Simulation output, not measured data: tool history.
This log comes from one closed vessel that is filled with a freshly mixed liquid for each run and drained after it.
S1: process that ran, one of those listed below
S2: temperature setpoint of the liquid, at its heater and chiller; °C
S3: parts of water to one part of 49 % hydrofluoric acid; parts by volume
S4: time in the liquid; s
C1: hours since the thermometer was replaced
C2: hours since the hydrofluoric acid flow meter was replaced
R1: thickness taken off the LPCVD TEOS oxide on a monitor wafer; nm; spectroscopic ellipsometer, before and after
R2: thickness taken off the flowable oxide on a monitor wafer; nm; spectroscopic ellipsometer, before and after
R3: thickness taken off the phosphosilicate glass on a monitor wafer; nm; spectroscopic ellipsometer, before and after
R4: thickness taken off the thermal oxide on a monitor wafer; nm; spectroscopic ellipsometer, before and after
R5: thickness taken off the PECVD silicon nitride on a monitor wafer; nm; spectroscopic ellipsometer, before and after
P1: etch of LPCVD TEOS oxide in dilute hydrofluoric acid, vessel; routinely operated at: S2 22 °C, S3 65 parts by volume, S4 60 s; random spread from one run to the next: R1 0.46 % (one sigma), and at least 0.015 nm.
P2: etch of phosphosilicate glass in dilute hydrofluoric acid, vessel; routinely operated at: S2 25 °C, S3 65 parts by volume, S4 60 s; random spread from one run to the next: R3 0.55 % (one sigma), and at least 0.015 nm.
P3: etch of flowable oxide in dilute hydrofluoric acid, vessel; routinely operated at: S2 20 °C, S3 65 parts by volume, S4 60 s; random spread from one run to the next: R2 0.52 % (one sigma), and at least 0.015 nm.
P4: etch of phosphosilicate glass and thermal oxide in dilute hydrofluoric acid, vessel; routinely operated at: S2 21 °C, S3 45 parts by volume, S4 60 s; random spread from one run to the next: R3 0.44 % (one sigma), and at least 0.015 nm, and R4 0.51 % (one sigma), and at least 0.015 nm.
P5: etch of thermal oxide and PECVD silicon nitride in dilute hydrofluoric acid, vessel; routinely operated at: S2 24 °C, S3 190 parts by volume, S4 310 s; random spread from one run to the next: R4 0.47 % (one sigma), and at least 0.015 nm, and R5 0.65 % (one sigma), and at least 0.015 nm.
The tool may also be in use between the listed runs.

run,hour,S1,S2,S3,S4,C1,C2,R1,R2,R3,R4,R5
1,8.8,P1,22,65,60,966.7,918.3,28.807,,,,
2,19,P3,20,65,60,976.9,928.5,,47.361,,,
3,27,P1,22,100,60,984.9,936.5,17.975,,,,
4,33.3,P2,25,65,100,991.2,942.8,,,347.03,,
5,40.6,P1,22,35,90,998.5,950.1,83.273,,,,
6,52,P3,20,20,60,1009.9,961.5,,161.58,,,
7,60.5,P4,21,45,105,1018.4,970,,,373.07,10.863,
8,66.8,P1,17,65,60,1024.7,976.3,23.4,,,,
9,78,P3,17,65,60,1035.9,987.5,,41.916,,,
10,84.9,P4,21,45,60,1042.8,994.4,,,212.67,6.2164,
11,95.4,P1,25.5,65,60,1053.3,1004.9,33.318,,,,
12,106.8,P2,25,20,60,1064.7,1016.3,,,709.1,,
13,117.3,P5,24,40,310,1075.2,1026.8,,,,38.857,17.581
14,127.7,P5,24,190,310,1085.6,1037.2,,,,6.7967,3.756
15,135.5,P4,29,45,60,1093.4,1045,,,295.18,8.6304,
16,140.9,P1,22,65,60,1098.8,1050.4,29.047,,,,
17,148.3,P3,20,65,30,1106.2,1057.8,,23.669,,,
18,159.5,P2,25,65,60,1117.4,1069,,,206.35,,
19,169.5,P1,17,110,60,1127.4,1079,13.239,,,,
20,179.3,P1,22,65,60,1137.2,1088.8,29.113,,,,
21,184.5,P4,21,75,60,1142.4,1094,,,123.22,3.5933,
22,191.3,P4,21,45,60,1149.2,1100.8,,,213.32,6.2086,
23,198.6,P3,20,65,60,1156.5,1108.1,,47.253,,,
24,204.6,P5,24,190,30,1162.5,1114.1,,,,0.65538,0.37042
25,212,P1,29.5,65,30,1169.9,1121.5,19.495,,,,
26,218.6,P2,29,65,60,1176.5,1128.1,,,240.53,,
# hour 221.8: thermometer replaced
27,230.1,P1,22,65,115,8.3,1139.6,55.576,,,,
28,235.4,P1,22,65,30,13.6,1144.9,14.437,,,,
29,242.3,P5,30.5,190,310,20.5,1151.8,,,,8.6632,5.5825
30,253.8,P1,22,65,60,32,1163.3,28.84,,,,
31,262.9,P1,22,30,60,41.1,1172.4,65.791,,,,
32,272.2,P1,22,65,60,50.4,1181.7,29.232,,,,
33,280,P1,22,65,60,58.2,1189.5,29.432,,,,
34,285.3,P1,22,65,60,63.5,1194.8,29.806,,,,
35,293.6,P1,22,65,60,71.8,1203.1,30.098,,,,
36,299.3,P1,22,65,60,77.5,1208.8,30.076,,,,
37,309,P1,22,65,60,87.2,1218.5,30.283,,,,
38,319.5,P1,22,65,60,97.7,1229,30.559,,,,
39,324.5,P1,22,65,60,102.7,1234,30.604,,,,
40,330.3,P1,22,65,60,108.5,1239.8,30.536,,,,
41,335.5,P1,22,65,60,113.7,1245,30.674,,,,
42,341.8,P1,22,65,60,120,1251.3,30.806,,,,
43,347.1,P1,22,65,60,125.3,1256.6,30.677,,,,

The output of P1 has drifted from where it used to be. Each of the 2 causes below, taken at the size shown beside it, accounts for the log equally well:
A: liquid hotter than its thermometer reads (K) = 1.4
B: hydrofluoric acid flow above the setpoint (%) = 5.46
The onset of the drift is placed at about hour 272.2.

Below are 4 check runs, each averaged over 3 wafers, with their results shown as question marks. Which of them would give clearly different results depending on which cause is behind the drift?
check 1,352.4,P2,25,65,60,,,,,?,,
check 2,352.4,P4,21,45,60,,,,,?,?,
check 3,352.4,P3,20,65,60,,,,?,,,
check 4,352.4,P5,24,190,310,,,,,,?,?

Predicted outcomes, by check and by cause:
check,result,if A,if B
check 1,R3,218.98,219.32
check 2,R3,226.31,225.67
check 2,R4,6.5569,6.5383
check 3,R2,50.12,50.055
check 4,R4,7.202,7.2908
check 4,R5,4.1283,3.9836
Distance between the nearest two causes, measured in the result of the check that separates them most: check 1 0.16 %; check 2 0.28 %; check 3 0.13 %; check 4 3.57 %
Check 4 is the one run that separates the causes; every other check would come out nearly the same whichever cause is at work.

Check 4 has now been run. It gave: R4 7.1846 nm; R5 4.1318 nm. Which of the candidate causes is it?

It is A: liquid hotter than its thermometer reads (K).

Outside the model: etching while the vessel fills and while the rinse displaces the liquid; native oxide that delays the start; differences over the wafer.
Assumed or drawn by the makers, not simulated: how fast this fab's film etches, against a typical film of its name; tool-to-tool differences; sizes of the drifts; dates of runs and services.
